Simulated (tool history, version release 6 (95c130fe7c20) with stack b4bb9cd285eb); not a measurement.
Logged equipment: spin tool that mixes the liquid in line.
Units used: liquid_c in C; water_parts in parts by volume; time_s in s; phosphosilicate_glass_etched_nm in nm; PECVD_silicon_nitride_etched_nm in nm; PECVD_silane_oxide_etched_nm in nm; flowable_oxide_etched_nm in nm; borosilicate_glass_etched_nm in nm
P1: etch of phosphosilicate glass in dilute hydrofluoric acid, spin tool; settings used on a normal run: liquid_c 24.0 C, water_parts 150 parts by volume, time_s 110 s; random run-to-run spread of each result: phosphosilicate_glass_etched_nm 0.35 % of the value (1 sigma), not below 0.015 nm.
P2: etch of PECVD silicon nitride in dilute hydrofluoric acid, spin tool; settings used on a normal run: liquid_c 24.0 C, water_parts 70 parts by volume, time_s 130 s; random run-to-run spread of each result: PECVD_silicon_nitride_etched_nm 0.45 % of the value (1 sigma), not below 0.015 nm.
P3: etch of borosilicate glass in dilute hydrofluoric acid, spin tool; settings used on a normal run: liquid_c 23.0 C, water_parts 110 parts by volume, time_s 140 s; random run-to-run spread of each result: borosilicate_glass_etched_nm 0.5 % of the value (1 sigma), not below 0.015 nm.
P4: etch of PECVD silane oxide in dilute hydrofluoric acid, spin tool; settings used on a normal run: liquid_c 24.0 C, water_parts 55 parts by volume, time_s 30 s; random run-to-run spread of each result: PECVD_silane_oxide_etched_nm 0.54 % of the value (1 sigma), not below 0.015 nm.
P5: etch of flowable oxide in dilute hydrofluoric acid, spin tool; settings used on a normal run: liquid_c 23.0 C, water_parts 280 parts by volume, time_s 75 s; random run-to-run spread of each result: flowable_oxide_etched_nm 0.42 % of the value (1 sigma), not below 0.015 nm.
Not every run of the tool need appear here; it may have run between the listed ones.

run	hour	process	liquid_c	water_parts	time_s	hours since the thermometer was replaced	hours since the hydrofluoric acid flow meter was replaced	phosphosilicate_glass_etched_nm	PECVD_silicon_nitride_etched_nm	PECVD_silane_oxide_etched_nm	flowable_oxide_etched_nm	borosilicate_glass_etched_nm
1	12.1	P1	24.0	150	110	721.9	140.3	61.0750				
2	24.3	P2	32.0	70	130	734.1	152.5		16.0630			
3	37.9	P4	24.0	90	30	747.7	166.1			11.5460		
4	48.1	P4	24.0	55	15	757.9	176.3			9.8571		
5	54.9	P5	17.0	280	75	764.7	183.1				6.2771	
6	65.7	P1	24.0	150	15	775.5	193.9	8.3354				
7	73.9	P1	20.0	80	110	783.7	202.1	105.9900				
8	87.9	P1	24.0	150	110	797.7	216.1	60.7900				
9	101.7	P3	23.0	110	140	811.5	229.9					43.528
10	113.4	P1	24.0	240	110	823.2	241.6	34.4200				
11	127.2	P4	30.5	55	30	837.0	255.4			25.7840		
12	134.8	P1	24.0	65	110	844.6	263.0	157.1400				
13	141.3	P1	31.0	150	15	851.1	269.5	10.8140				
14	149.9	P2	24.0	120	130	859.7	278.1		5.5870			
15	162.6	P1	24.0	150	110	872.4	290.8	61.2890				
16	174.7	P5	23.0	385	75	884.5	302.9				5.1307	
17	187.4	P1	24.0	150	160	897.2	315.6	88.7830				
18	198.8	P2	24.0	70	200	908.6	327.0		14.6290			
19	209.5	P5	23.0	280	15	919.3	337.7				1.5458	
20	216.3	P3	23.0	110	140	926.1	344.5					43.674
21	223.2	P1	28.5	150	110	933.0	351.4	72.1780				
22	231.0	P2	24.0	70	130	940.8	359.2		9.5445			
23	244.8	P1	24.0	150	110	954.6	373.0	61.0990				
24	255.3	P1	24.0	40	205	965.1	383.5	487.0600				
25	268.4	P3	23.0	110	245	978.2	396.6					76.836
26	278.1	P1	20.0	150	110	987.9	406.3	52.1250				
27	285.1	P3	28.0	110	140	994.9	413.3					53.423
28	297.5	P5	23.0	280	75	1007.3	425.7				7.7528	
29	311.4	P3	23.0	30	140	1021.2	439.6					177.280
30	322.9	P1	24.0	150	110	1032.7	451.1	61.3650				
31	332.6	P4	24.0	55	30	1042.4	460.8			19.7380		
32	341.5	P1	24.0	150	110	1051.3	469.7	61.1470				
33	354.1	P1	24.0	150	110	1063.9	482.3	59.1320				
34	365.1	P1	24.0	150	110	1074.9	493.3	58.2260				
35	373.0	P1	24.0	150	110	1082.8	501.2	57.7820				
36	386.0	P1	24.0	150	110	1095.8	514.2	57.1350				
37	397.2	P1	24.0	150	110	1107.0	525.4	56.7590				
38	406.4	P1	24.0	150	110	1116.2	534.6	56.5980				
39	420.7	P1	24.0	150	110	1130.5	548.9	56.2510				
40	432.2	P1	24.0	150	110	1142.0	560.4	56.3310				
41	440.1	P1	24.0	150	110	1149.9	568.3	56.2890				
42	451.3	P1	24.0	150	110	1161.1	579.5	56.0740				
43	465.3	P1	24.0	150	110	1175.1	593.5	56.3230				

What P1 gives has crept away from where it was. These 2 causes fit the log equally well, each at the size given:
A: liquid colder than its thermometer reads (K) = 2.25
B: hydrofluoric acid flow below the setpoint (%) = 7.12
The process output started creeping at around hour 341.5.

Each of the 4 check runs below uses one wafer; its results are left as question marks. Which run tells the causes apart?
check 1	479.3	P4	30.5	55	30					?		
check 2	479.3	P3	28.0	110	140							?
check 3	479.3	P5	23.0	280	15						?	
check 4	479.3	P2	32.0	70	130				?			

Predicted outcomes, by check and by cause:
check	result	if A	if B
check 1	PECVD_silane_oxide_etched_nm	23.4390	23.6250
check 2	borosilicate_glass_etched_nm	48.897	48.955
check 3	flowable_oxide_etched_nm	1.4345	1.4156
check 4	PECVD_silicon_nitride_etched_nm	13.8330	14.8110
Minimum pairwise separation of causes per check, each pair taken at its best-separating result: check 1 0.79 %; check 2 0.12 %; check 3 1.33 %; check 4 6.83 %
The causes can be told apart only by check 4. The other checks would give nearly the same results under each of them.

The results of check 4 are: PECVD_silicon_nitride_etched_nm 14.8720 nm. Based on these, which of the listed causes is it?

The cause is B: hydrofluoric acid flow below the setpoint (%).

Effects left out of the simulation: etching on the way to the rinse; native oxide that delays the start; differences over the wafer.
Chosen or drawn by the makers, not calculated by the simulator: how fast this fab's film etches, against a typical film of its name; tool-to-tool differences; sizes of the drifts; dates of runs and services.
